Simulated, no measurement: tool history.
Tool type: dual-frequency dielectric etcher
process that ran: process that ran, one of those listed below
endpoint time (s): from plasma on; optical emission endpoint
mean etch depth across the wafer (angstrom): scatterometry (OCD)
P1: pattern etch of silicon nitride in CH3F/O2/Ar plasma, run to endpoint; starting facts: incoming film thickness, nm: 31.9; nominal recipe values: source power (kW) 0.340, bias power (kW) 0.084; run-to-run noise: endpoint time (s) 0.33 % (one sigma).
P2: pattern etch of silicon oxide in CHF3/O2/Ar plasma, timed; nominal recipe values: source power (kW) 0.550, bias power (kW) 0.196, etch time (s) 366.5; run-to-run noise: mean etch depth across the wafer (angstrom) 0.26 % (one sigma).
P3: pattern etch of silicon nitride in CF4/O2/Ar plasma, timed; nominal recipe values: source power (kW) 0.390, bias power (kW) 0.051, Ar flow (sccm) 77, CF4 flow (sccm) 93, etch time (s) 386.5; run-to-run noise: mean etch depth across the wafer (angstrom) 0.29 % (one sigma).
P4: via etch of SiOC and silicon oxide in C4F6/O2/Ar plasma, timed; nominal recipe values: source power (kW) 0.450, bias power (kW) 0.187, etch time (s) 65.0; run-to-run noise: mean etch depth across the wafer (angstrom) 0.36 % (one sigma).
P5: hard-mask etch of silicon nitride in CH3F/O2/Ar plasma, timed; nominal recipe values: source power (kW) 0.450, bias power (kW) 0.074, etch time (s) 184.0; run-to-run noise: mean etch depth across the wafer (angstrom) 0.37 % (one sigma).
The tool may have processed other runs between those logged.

run   hour  process that ran  source power (kW)  bias power (kW)  Ar flow (sccm)  CF4 flow (sccm)  etch time (s)  hours since the last wet clean  hours since the last source power generator calibration  hours since the last bias power generator calibration  endpoint time (s)  mean etch depth across the wafer (angstrom)
  1   11.7                P1              0.340            0.084                                                                           318.2                                                   2385.6                                                 1431.0             46.482
  2   23.9                P1              0.440            0.056                                                                           330.4                                                   2397.8                                                 1443.2             48.047
  3   37.9                P3              0.530            0.051              77               93          386.5                           344.4                                                   2411.8                                                 1457.2                                                         7781.60
  4   46.0                P1              0.430            0.117                                                                           352.5                                                   2419.9                                                 1465.3             37.760
  5   54.1                P1              0.450            0.084                                                                           360.6                                                   2428.0                                                 1473.4             41.654
  6   69.8                P5              0.450            0.074                                           184.0                           376.3                                                   2443.7                                                 1489.1                                                         1366.50
  7   85.0                P1              0.340            0.052                                                                           391.5                                                   2458.9                                                 1504.3             54.339
  8   96.7                P2              0.550            0.196                                           366.5                           403.2                                                   2470.6                                                 1516.0                                                         6970.20
  9  109.0                P4              0.450            0.187                                            47.0                           415.5                                                   2482.9                                                 1528.3                                                          572.03
 10  120.6                P3              0.390            0.051              77               93          482.5                           427.1                                                   2494.5                                                 1539.9                                                         7464.90
 11  129.1                P4              0.450            0.260                                            65.0                           435.6                                                   2503.0                                                 1548.4                                                          878.70
 12  141.7                P3              0.390            0.071              77               93          386.5                           448.2                                                   2515.6                                                 1561.0                                                         6748.20
 13  158.5                P2              0.550            0.261                                           366.5                           465.0                                                   2532.4                                                 1577.8                                                         7661.80
 14  172.6                P4              0.450            0.187                                            65.0                           479.1                                                   2546.5                                                 1591.9                                                          780.24
 15  186.5                P1              0.340            0.084                                                                           493.0                                                   2560.4                                                 1605.8             46.286
 16  203.5                P4              0.290            0.187                                            65.0                           510.0                                                   2577.4                                                 1622.8                                                          661.22
 17  219.5                P2              0.550            0.196                                           465.5                           526.0                                                   2593.4                                                 1638.8                                                         8777.60
 18  237.5                P1              0.340            0.104                                                                           544.0                                                   2611.4                                                 1656.8             42.772
 19  256.3                P2              0.330            0.196                                           366.5                           562.8                                                   2630.2                                                 1675.6                                                         5730.60
 20  270.7                P3              0.390            0.051              77               60          386.5                           577.2                                                   2644.6                                                 1690.0                                                         5664.40
 21  283.3                P1              0.340            0.084                                                                           589.8                                                   2657.2                                                 1702.6             46.088
 22  295.3                P1              0.340            0.084                                                                           601.8                                                   2669.2                                                 1714.6             46.199
 23  313.6                P1              0.340            0.084                                                                           620.1                                                   2687.5                                                 1732.9             46.091
 24  327.9                P5              0.450            0.074                                           253.5                           634.4                                                   2701.8                                                 1747.2                                                         1870.80
 25  341.4                P1              0.290            0.112                                                                           647.9                                                   2715.3                                                 1760.7             44.022
 26  352.5                P3              0.390            0.051              77               93          386.5                           659.0                                                   2726.4                                                 1771.8                                                         5958.50
 27  368.0                P1              0.230            0.084                                                                           674.5                                                   2741.9                                                 1787.3             53.432
 28  378.0                P4              0.450            0.187                                            65.0                           684.5                                                   2751.9                                                 1797.3                                                          786.33
 29  390.5                P5              0.270            0.074                                           184.0                           697.0                                                   2764.4                                                 1809.8                                                         1126.40
 30  402.1                P3              0.390            0.051              48               93          386.5                           708.6                                                   2776.0                                                 1821.4                                                         6230.10
 31  417.8                P3              0.390            0.051              77               93          386.5                           724.3                                                   2791.7                                                 1837.1                                                         5956.30
 32  435.4                P5              0.450            0.091                                           184.0                           741.9                                                   2809.3                                                 1854.7                                                         1467.00
 33  444.0                P1              0.340            0.084                                                                           750.5                                                   2817.9                                                 1863.3             46.009
 34  453.7                P1              0.340            0.084                                                                           760.2                                                   2827.6                                                 1873.0             46.532
 35  462.4                P1              0.340            0.084                                                                           768.9                                                   2836.3                                                 1881.7             45.837
 36  480.6                P1              0.340            0.084                                                                           787.1                                                   2854.5                                                 1899.9             45.579
 37  498.9                P1              0.340            0.084                                                                           805.4                                                   2872.8                                                 1918.2             45.665
 38  512.3                P1              0.340            0.084                                                                           818.8                                                   2886.2                                                 1931.6             45.849
 39  530.3                P1              0.340            0.084                                                                           836.8                                                   2904.2                                                 1949.6             45.599
 40  540.0                P1              0.340            0.084                                                                           846.5                                                   2913.9                                                 1959.3             45.497
     545.0  -- wet clean of the chamber
 41  551.7                P1              0.340            0.084                                                                             6.8                                                   2925.6                                                 1971.0             45.696
 42  570.3                P1              0.340            0.084                                                                            25.4                                                   2944.2                                                 1989.6             45.563
 43  583.0                P1              0.340            0.084                                                                            38.1                                                   2956.9                                                 2002.3             45.550

P1 has crept away from where it was. The log is fitted equally well by each of these 2 causes, at the sizes shown:
A: bias power that arrives over what is set, % = 4.66
B: source power that arrives over what is set, % = 4.48
The process output started creeping at around hour 444.0.
Other possible causes, and why each is ruled out:
chamber walls in a state that raises the etch rate, %: serviced at hour 545.0, which brought nothing back

Each of the 4 check runs below uses one wafer; its results are left as question marks. Which run tells the causes apart?
check 1  595.7                P5              0.370            0.085                                           184.0                                                                                                                                                                                                               ?
check 2  595.7                P2              0.400            0.244                                           366.5                                                                                                                                                                                                               ?
check 3  595.7                P3              0.390            0.051              66               93          386.5                                                                                                                                                                                                               ?
check 4  595.7                P4              0.450            0.258                                            65.0                                                                                                                                                                                                               ?

Expected result of each check under each candidate cause:
  check                                       result     if A     if B
check 1  mean etch depth across the wafer (angstrom)  1351.60  1351.70
check 2  mean etch depth across the wafer (angstrom)  6759.90  6757.90
check 3  mean etch depth across the wafer (angstrom)  6169.30  6303.20
check 4  mean etch depth across the wafer (angstrom)   886.42   887.32
Smallest distance between any two causes, each pair judged by its most separating result, in per cent: check 1 0.01 %; check 2 0.03 %; check 3 2.15 %; check 4 0.1 %
Only in check 3 would the causes give clearly different results; in the remaining checks their results would be nearly the same.

Then check 3 was run and gave: mean etch depth across the wafer (angstrom) 6155.00. Which cause is it?

A is the cause: bias power that arrives over what is set, %.

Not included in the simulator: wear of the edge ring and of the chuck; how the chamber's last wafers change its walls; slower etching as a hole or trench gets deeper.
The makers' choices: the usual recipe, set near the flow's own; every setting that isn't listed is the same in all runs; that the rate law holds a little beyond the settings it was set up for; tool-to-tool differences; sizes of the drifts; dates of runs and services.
